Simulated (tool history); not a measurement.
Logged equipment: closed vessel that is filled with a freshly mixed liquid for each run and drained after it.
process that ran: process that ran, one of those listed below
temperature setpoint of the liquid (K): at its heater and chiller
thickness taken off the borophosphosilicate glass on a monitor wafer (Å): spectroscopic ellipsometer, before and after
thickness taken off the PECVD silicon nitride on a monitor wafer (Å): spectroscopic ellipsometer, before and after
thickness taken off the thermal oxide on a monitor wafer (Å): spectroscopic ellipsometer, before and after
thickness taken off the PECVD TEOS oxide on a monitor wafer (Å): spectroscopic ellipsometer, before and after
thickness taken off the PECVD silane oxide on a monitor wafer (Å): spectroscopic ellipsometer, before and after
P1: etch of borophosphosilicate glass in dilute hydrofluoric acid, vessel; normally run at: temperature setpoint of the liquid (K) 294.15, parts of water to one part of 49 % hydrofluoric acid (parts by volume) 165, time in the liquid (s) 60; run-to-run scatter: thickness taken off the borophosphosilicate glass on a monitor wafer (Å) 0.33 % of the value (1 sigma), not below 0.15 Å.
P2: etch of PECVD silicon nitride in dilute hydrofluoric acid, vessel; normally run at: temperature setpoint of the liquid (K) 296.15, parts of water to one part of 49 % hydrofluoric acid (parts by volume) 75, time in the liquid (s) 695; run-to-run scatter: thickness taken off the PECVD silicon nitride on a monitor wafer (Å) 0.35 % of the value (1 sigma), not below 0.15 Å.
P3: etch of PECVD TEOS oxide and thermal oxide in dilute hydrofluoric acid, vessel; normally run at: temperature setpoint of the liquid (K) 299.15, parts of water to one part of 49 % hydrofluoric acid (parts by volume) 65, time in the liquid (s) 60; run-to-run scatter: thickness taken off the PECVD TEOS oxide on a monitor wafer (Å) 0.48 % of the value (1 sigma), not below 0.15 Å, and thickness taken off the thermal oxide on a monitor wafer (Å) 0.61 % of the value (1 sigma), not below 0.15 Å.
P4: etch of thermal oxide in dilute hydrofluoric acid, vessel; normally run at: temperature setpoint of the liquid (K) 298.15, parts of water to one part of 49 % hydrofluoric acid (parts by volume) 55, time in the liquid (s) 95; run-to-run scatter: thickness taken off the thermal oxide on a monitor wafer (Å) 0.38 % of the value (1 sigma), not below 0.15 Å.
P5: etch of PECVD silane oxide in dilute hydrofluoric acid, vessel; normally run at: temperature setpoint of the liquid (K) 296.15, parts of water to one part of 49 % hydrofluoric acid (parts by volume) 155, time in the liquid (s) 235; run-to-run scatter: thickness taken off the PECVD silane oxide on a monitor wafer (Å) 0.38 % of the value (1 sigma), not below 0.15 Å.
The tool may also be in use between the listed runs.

run	day	process that ran	temperature setpoint of the liquid (K)	parts of water to one part of 49 % hydrofluoric acid (parts by volume)	time in the liquid (s)	hours since the thermometer was replaced	hours since the hydrofluoric acid flow meter was replaced	thickness taken off the borophosphosilicate glass on a monitor wafer (Å)	thickness taken off the PECVD silicon nitride on a monitor wafer (Å)	thickness taken off the thermal oxide on a monitor wafer (Å)	thickness taken off the PECVD TEOS oxide on a monitor wafer (Å)	thickness taken off the PECVD silane oxide on a monitor wafer (Å)
1	0.150	P1	294.15	165	60	1879.4	784.6	89.056				
2	0.475	P2	296.15	75	695	1887.2	792.4		298.52			
3	0.692	P1	290.15	275	60	1892.4	797.6	41.695				
4	0.858	P2	296.15	115	695	1896.4	801.6		195.73			
5	1.138	P4	304.65	55	95	1903.1	808.3			114.490		
6	1.329	P3	299.15	115	60	1907.7	812.9			25.138	157.68	
# day 1.500: hydrofluoric acid flow meter replaced
7	1.538	P5	290.15	155	235	1912.7	0.9					361.26
8	1.808	P1	294.15	165	60	1919.2	7.4	89.521				
9	2.012	P1	294.15	165	60	1924.1	12.3	90.289				
10	2.288	P3	299.15	65	110	1930.7	18.9			87.770	542.44	
11	2.600	P1	290.65	265	60	1938.2	26.4	44.147				
12	2.846	P1	294.15	165	30	1944.1	32.3	44.422				
13	3.117	P4	298.15	55	95	1950.6	38.8			88.339		
14	3.392	P2	296.15	75	695	1957.2	45.4		299.18			
15	3.646	P1	290.15	165	60	1963.3	51.5	76.338				
16	3.812	P1	300.15	165	60	1967.3	55.5	112.290				
17	4.088	P1	294.15	165	60	1973.9	62.1	89.792				
18	4.417	P4	298.15	80	95	1981.8	70.0			58.163		
19	4.675	P2	290.15	75	695	1988.0	76.2		197.39			
20	4.929	P1	294.15	85	60	1994.1	82.3	189.840				
21	5.146	P5	296.15	265	235	1999.3	87.5					239.63
22	5.362	P5	296.15	155	60	2004.5	92.7					117.05

Expected results for the next run?
23	5.554	P5	296.15	155	235	2009.1	97.3					?

Run 23 yielded thickness taken off the PECVD silane oxide on a monitor wafer (Å) 459.53.
